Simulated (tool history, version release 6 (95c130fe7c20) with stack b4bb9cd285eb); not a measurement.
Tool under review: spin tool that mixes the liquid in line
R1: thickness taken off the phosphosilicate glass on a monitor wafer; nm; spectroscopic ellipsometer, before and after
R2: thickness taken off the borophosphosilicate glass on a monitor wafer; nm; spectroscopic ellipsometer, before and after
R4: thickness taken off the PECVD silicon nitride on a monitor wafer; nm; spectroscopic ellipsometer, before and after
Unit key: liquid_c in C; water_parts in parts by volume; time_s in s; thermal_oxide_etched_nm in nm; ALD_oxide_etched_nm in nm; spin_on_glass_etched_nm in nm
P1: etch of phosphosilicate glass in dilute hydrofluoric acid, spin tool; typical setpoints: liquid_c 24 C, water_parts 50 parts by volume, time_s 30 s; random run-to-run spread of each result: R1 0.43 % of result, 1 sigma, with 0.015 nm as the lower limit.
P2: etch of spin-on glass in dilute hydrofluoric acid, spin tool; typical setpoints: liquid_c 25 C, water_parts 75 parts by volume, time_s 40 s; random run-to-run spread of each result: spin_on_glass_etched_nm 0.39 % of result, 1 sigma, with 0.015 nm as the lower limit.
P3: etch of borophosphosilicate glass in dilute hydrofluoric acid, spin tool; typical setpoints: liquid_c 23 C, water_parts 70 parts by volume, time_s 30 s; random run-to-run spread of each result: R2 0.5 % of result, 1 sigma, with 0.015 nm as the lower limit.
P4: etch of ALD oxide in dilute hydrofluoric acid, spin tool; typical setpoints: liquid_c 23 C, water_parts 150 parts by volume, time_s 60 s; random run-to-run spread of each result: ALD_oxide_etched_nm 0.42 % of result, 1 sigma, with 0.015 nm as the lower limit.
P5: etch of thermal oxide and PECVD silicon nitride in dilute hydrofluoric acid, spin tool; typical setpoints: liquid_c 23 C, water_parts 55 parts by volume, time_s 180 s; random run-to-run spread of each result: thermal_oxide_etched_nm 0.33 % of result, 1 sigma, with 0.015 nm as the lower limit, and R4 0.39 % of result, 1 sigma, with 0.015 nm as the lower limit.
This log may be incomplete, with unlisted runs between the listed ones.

Run 1, hour 6.1: process P1, liquid_c 24 C, water_parts 50 parts by volume, time_s 30 s. Result: R1 101.1 nm.
Run 2, hour 13.8: process P3, liquid_c 23 C, water_parts 70 parts by volume, time_s 30 s. Result: R2 11.227 nm.
Run 3, hour 18.3: process P3, liquid_c 23 C, water_parts 70 parts by volume, time_s 30 s. Result: R2 11.128 nm.
Run 4, hour 22.3: process P3, liquid_c 23 C, water_parts 70 parts by volume, time_s 15 s. Result: R2 5.5327 nm.
Run 5, hour 27.9: process P5, liquid_c 23 C, water_parts 80 parts by volume, time_s 180 s. Result: thermal_oxide_etched_nm 10.697 nm, R4 6.6465 nm.
Run 6, hour 32.5: process P5, liquid_c 23 C, water_parts 55 parts by volume, time_s 25 s. Result: thermal_oxide_etched_nm 2.235 nm, R4 1.3513 nm.
Run 7, hour 37.7: process P4, liquid_c 23 C, water_parts 150 parts by volume, time_s 110 s. Result: ALD_oxide_etched_nm 21.827 nm.
Run 8, hour 42: process P2, liquid_c 25 C, water_parts 75 parts by volume, time_s 40 s. Result: spin_on_glass_etched_nm 38.177 nm.
Run 9, hour 48.7: process P5, liquid_c 23 C, water_parts 55 parts by volume, time_s 180 s. Result: thermal_oxide_etched_nm 16.122 nm, R4 9.7017 nm.
Run 10, hour 56.5: process P2, liquid_c 25 C, water_parts 75 parts by volume, time_s 40 s. Result: spin_on_glass_etched_nm 38.286 nm.
Run 11, hour 60.1: process P1, liquid_c 24 C, water_parts 85 parts by volume, time_s 45 s. Result: R1 85.821 nm.
Run 12, hour 66.2: process P1, liquid_c 24 C, water_parts 90 parts by volume, time_s 30 s. Result: R1 53.093 nm.
Run 13, hour 72.3: process P1, liquid_c 24 C, water_parts 50 parts by volume, time_s 30 s. Result: R1 101.28 nm.
Run 14, hour 76.7: process P2, liquid_c 20 C, water_parts 75 parts by volume, time_s 40 s. Result: spin_on_glass_etched_nm 31.16 nm.
Run 15, hour 80.3: process P1, liquid_c 24 C, water_parts 20 parts by volume, time_s 30 s. Result: R1 264.08 nm.
Run 16, hour 87.8: process P3, liquid_c 28 C, water_parts 70 parts by volume, time_s 30 s. Result: R2 13.669 nm.
Run 17, hour 93.6: process P1, liquid_c 28 C, water_parts 30 parts by volume, time_s 30 s. Result: R1 204.22 nm.
Run 18, hour 97.6: process P2, liquid_c 25 C, water_parts 20 parts by volume, time_s 40 s. Result: spin_on_glass_etched_nm 154.68 nm.
Run 19, hour 104.5: process P1, liquid_c 24 C, water_parts 50 parts by volume, time_s 30 s. Result: R1 101.46 nm.
Run 20, hour 112: process P1, liquid_c 24 C, water_parts 50 parts by volume, time_s 30 s. Result: R1 100.7 nm.
At hour 116: thermometer replaced.
Run 21, hour 117.6: process P2, liquid_c 25 C, water_parts 75 parts by volume, time_s 65 s. Result: spin_on_glass_etched_nm 61.921 nm.
Run 22, hour 124.2: process P1, liquid_c 29 C, water_parts 50 parts by volume, time_s 30 s. Result: R1 123.46 nm.
Run 23, hour 128.4: process P4, liquid_c 29.5 C, water_parts 150 parts by volume, time_s 60 s. Result: ALD_oxide_etched_nm 15.126 nm.
Run 24, hour 136: process P5, liquid_c 29 C, water_parts 55 parts by volume, time_s 180 s. Result: thermal_oxide_etched_nm 20.595 nm, R4 14.416 nm.
Run 25, hour 140.8: process P1, liquid_c 24 C, water_parts 50 parts by volume, time_s 45 s. Result: R1 151.7 nm.
Run 26, hour 146.4: process P3, liquid_c 23 C, water_parts 40 parts by volume, time_s 30 s. Result: R2 20.472 nm.
Run 27, hour 154.4: process P4, liquid_c 23 C, water_parts 35 parts by volume, time_s 60 s. Result: ALD_oxide_etched_nm 58.784 nm.
Run 28, hour 160: process P1, liquid_c 24 C, water_parts 50 parts by volume, time_s 15 s. Result: R1 50.342 nm.
Run 29, hour 163.7: process P1, liquid_c 24 C, water_parts 50 parts by volume, time_s 30 s. Result: R1 101.92 nm.
Run 30, hour 167.9: process P4, liquid_c 23 C, water_parts 150 parts by volume, time_s 60 s. Result: ALD_oxide_etched_nm 12.019 nm.
Run 31, hour 175.2: process P1, liquid_c 19.5 C, water_parts 50 parts by volume, time_s 30 s. Result: R1 84.24 nm.
Run 32, hour 183: process P1, liquid_c 24 C, water_parts 50 parts by volume, time_s 30 s. Result: R1 100.91 nm.
Run 33, hour 190.3: process P1, liquid_c 24 C, water_parts 50 parts by volume, time_s 30 s. Result: R1 98.1 nm.

Estimate the outcome of run 34 from the log above:
Run 34, hour 195.8: process P1, liquid_c 24 C, water_parts 50 parts by volume, time_s 30 s. Result: R1 ?.

Run 34 came out at R1 96.857 nm.
